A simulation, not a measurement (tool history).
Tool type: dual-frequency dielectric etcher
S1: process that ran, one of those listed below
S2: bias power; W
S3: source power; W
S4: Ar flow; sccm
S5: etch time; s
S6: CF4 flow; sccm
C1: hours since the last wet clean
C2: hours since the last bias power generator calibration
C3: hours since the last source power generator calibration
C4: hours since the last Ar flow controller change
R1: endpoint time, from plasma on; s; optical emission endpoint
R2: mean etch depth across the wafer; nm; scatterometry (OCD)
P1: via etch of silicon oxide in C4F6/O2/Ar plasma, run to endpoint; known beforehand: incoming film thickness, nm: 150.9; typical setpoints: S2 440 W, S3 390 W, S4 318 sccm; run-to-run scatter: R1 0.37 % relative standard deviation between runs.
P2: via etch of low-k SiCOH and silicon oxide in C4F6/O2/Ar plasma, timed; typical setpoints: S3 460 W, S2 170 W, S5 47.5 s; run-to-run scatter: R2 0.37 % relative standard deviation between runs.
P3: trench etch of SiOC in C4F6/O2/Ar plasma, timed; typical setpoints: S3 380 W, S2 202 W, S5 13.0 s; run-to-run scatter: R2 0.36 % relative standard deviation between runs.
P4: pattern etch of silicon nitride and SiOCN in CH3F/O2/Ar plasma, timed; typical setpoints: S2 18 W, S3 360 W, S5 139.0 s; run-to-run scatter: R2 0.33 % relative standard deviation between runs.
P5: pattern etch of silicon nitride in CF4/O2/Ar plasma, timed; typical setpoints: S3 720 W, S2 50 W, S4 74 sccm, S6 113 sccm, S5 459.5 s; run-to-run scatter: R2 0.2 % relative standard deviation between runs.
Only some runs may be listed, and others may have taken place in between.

| run | hour | S1 | S2 | S3 | S4 | S5 | S6 | C1 | C2 | C3 | C4 | R1 | R2 |
|---|---|---|---|---|---|---|---|---|---|---|---|---|---|
| 1 | 7.3 | P1 | 440 | 390 | 318 |  |  | 216.2 | 2460.5 | 406.3 | 1417.5 | 35.034 |  |
| 2 | 15.1 | P2 | 170 | 460 |  | 47.5 |  | 224.0 | 2468.3 | 414.1 | 1425.3 |  | 114.930 |
| 3 | 22.8 | P1 | 440 | 390 | 318 |  |  | 231.7 | 2476.0 | 421.8 | 1433.0 | 35.025 |  |
| 4 | 27.2 | P1 | 440 | 230 | 318 |  |  | 236.1 | 2480.4 | 426.2 | 1437.4 | 42.729 |  |
| 5 | 33.9 | P1 | 440 | 390 | 394 |  |  | 242.8 | 2487.1 | 432.9 | 1444.1 | 35.717 |  |
|  | 38.2 | Ar flow controller replaced |
| 6 | 39.7 | P3 | 202 | 380 |  | 19.0 |  | 248.6 | 2492.9 | 438.7 | 1.5 |  | 38.907 |
| 7 | 47.0 | P1 | 440 | 460 | 370 |  |  | 255.9 | 2500.2 | 446.0 | 8.8 | 33.492 |  |
|  | 53.1 | source power generator calibrated |
| 8 | 53.9 | P4 | 18 | 260 |  | 139.0 |  | 262.8 | 2507.1 | 0.8 | 15.7 |  | 15.105 |
| 9 | 60.4 | P5 | 50 | 580 | 74 | 459.5 | 113 | 269.3 | 2513.6 | 7.3 | 22.2 |  | 1025.600 |
| 10 | 64.9 | P5 | 50 | 720 | 74 | 253.5 | 113 | 273.8 | 2518.1 | 11.8 | 26.7 |  | 685.630 |
| 11 | 70.1 | P4 | 18 | 360 |  | 139.0 |  | 279.0 | 2523.3 | 17.0 | 31.9 |  | 16.917 |
| 12 | 74.8 | P4 | 18 | 360 |  | 98.0 |  | 283.7 | 2528.0 | 21.7 | 36.6 |  | 11.875 |
| 13 | 81.3 | P2 | 217 | 460 |  | 47.5 |  | 290.2 | 2534.5 | 28.2 | 43.1 |  | 123.830 |
| 14 | 85.6 | P1 | 316 | 390 | 318 |  |  | 294.5 | 2538.8 | 32.5 | 47.4 | 39.344 |  |
| 15 | 91.5 | P4 | 18 | 360 |  | 139.0 |  | 300.4 | 2544.7 | 38.4 | 53.3 |  | 16.883 |
| 16 | 95.4 | P2 | 170 | 460 |  | 71.0 |  | 304.3 | 2548.6 | 42.3 | 57.2 |  | 170.700 |
| 17 | 100.6 | P1 | 440 | 470 | 250 |  |  | 309.5 | 2553.8 | 47.5 | 62.4 | 31.929 |  |
| 18 | 108.1 | P1 | 440 | 550 | 318 |  |  | 317.0 | 2561.3 | 55.0 | 69.9 | 31.001 |  |
| 19 | 115.5 | P4 | 12 | 360 |  | 139.0 |  | 324.4 | 2568.7 | 62.4 | 77.3 |  | 14.249 |
| 20 | 122.1 | P5 | 69 | 720 | 74 | 459.5 | 113 | 331.0 | 2575.3 | 69.0 | 83.9 |  | 1394.400 |
| 21 | 128.5 | P1 | 440 | 390 | 318 |  |  | 337.4 | 2581.7 | 75.4 | 90.3 | 34.977 |  |
| 22 | 132.9 | P1 | 440 | 390 | 318 |  |  | 341.8 | 2586.1 | 79.8 | 94.7 | 34.846 |  |
| 23 | 136.9 | P5 | 50 | 720 | 74 | 459.5 | 113 | 345.8 | 2590.1 | 83.8 | 98.7 |  | 1241.500 |
| 24 | 141.6 | P2 | 170 | 630 |  | 47.5 |  | 350.5 | 2594.8 | 88.5 | 103.4 |  | 129.340 |
| 25 | 145.4 | P1 | 440 | 390 | 318 |  |  | 354.3 | 2598.6 | 92.3 | 107.2 | 34.904 |  |
| 26 | 152.5 | P3 | 202 | 380 |  | 13.0 |  | 361.4 | 2605.7 | 99.4 | 114.3 |  | 26.613 |
| 27 | 161.0 | P1 | 440 | 390 | 186 |  |  | 369.9 | 2614.2 | 107.9 | 122.8 | 32.939 |  |
| 28 | 167.8 | P2 | 170 | 460 |  | 47.5 |  | 376.7 | 2621.0 | 114.7 | 129.6 |  | 114.180 |
| 29 | 175.7 | P5 | 50 | 720 | 74 | 459.5 | 73 | 384.6 | 2628.9 | 122.6 | 137.5 |  | 1175.400 |
| 30 | 182.2 | P1 | 325 | 450 | 318 |  |  | 391.1 | 2635.4 | 129.1 | 144.0 | 37.032 |  |
| 31 | 190.5 | P1 | 534 | 390 | 318 |  |  | 399.4 | 2643.7 | 137.4 | 152.3 | 32.582 |  |
| 32 | 196.8 | P3 | 202 | 540 |  | 13.0 |  | 405.7 | 2650.0 | 143.7 | 158.6 |  | 30.252 |
| 33 | 205.1 | P5 | 50 | 720 | 88 | 459.5 | 113 | 414.0 | 2658.3 | 152.0 | 166.9 |  | 1221.500 |
| 34 | 211.0 | P3 | 134 | 380 |  | 13.0 |  | 419.9 | 2664.2 | 157.9 | 172.8 |  | 23.383 |
| 35 | 215.3 | P1 | 440 | 390 | 318 |  |  | 424.2 | 2668.5 | 162.2 | 177.1 | 34.933 |  |
| 36 | 220.8 | P1 | 440 | 390 | 318 |  |  | 429.7 | 2674.0 | 167.7 | 182.6 | 35.092 |  |
| 37 | 226.5 | P1 | 440 | 390 | 318 |  |  | 435.4 | 2679.7 | 173.4 | 188.3 | 35.323 |  |
| 38 | 231.6 | P1 | 440 | 390 | 318 |  |  | 440.5 | 2684.8 | 178.5 | 193.4 | 35.501 |  |
|  | 237.3 | wet clean of the chamber |
| 39 | 237.4 | P1 | 440 | 390 | 318 |  |  | 0.1 | 2690.6 | 184.3 | 199.2 | 35.469 |  |
| 40 | 243.9 | P1 | 440 | 390 | 318 |  |  | 6.6 | 2697.1 | 190.8 | 205.7 | 35.450 |  |
| 41 | 248.0 | P1 | 440 | 390 | 318 |  |  | 10.7 | 2701.2 | 194.9 | 209.8 | 35.641 |  |
| 42 | 252.4 | P1 | 440 | 390 | 318 |  |  | 15.1 | 2705.6 | 199.3 | 214.2 | 35.573 |  |
| 43 | 256.9 | P1 | 440 | 390 | 318 |  |  | 19.6 | 2710.1 | 203.8 | 218.7 | 35.357 |  |

The log shows P1 creeping away from where it was. Any of the 2 causes listed here, at the size stated for it, fits the log just as well as the others:
A: bias power that arrives under what is set, % = 4.97
B: source power that arrives under what is set, % = 4.91
The drift started at roughly hour 215.3.
Ruled out, with reasons:
chamber walls in a state that lowers the etch rate, %: maintenance at hour 237.3, after the shift began, did not return the process to its former output
Ar flow that arrives over what is set, %: at most 8, which would move R1 by +0.9 %: too little, or the wrong way

4 check runs are offered, one wafer each, their results left as question marks. Which one tells the causes apart?
| check 1 | 261.4 | P5 | 67 | 720 | 74 | 459.5 | 113 |  |  |  |  |  | ? |
| check 2 | 261.4 | P4 | 18 | 270 |  | 139.0 |  |  |  |  |  |  | ? |
| check 3 | 261.4 | P2 | 209 | 460 |  | 63.0 |  |  |  |  |  |  | ? |
| check 4 | 261.4 | P3 | 202 | 460 |  | 17.5 |  |  |  |  |  |  | ? |

Predicted outcomes, by check and by cause:
| check | result | if A | if B |
|---|---|---|---|
| check 1 | R2 | 1354.100 | 1320.300 |
| check 2 | R2 | 14.942 | 15.013 |
| check 3 | R2 | 159.560 | 159.070 |
| check 4 | R2 | 37.973 | 37.851 |
Gap, in per cent, between the two causes that each check separates least, read from the result that separates them most: check 1 2.52 %; check 2 0.47 %; check 3 0.31 %; check 4 0.32 %
Check 1 is the one run that separates the causes; every other check would come out nearly the same whichever cause is at work.

Check 1 was carried out, with these results: R2 1351.700 nm. Which of the listed causes is responsible?

A is the cause: bias power that arrives under what is set, %.
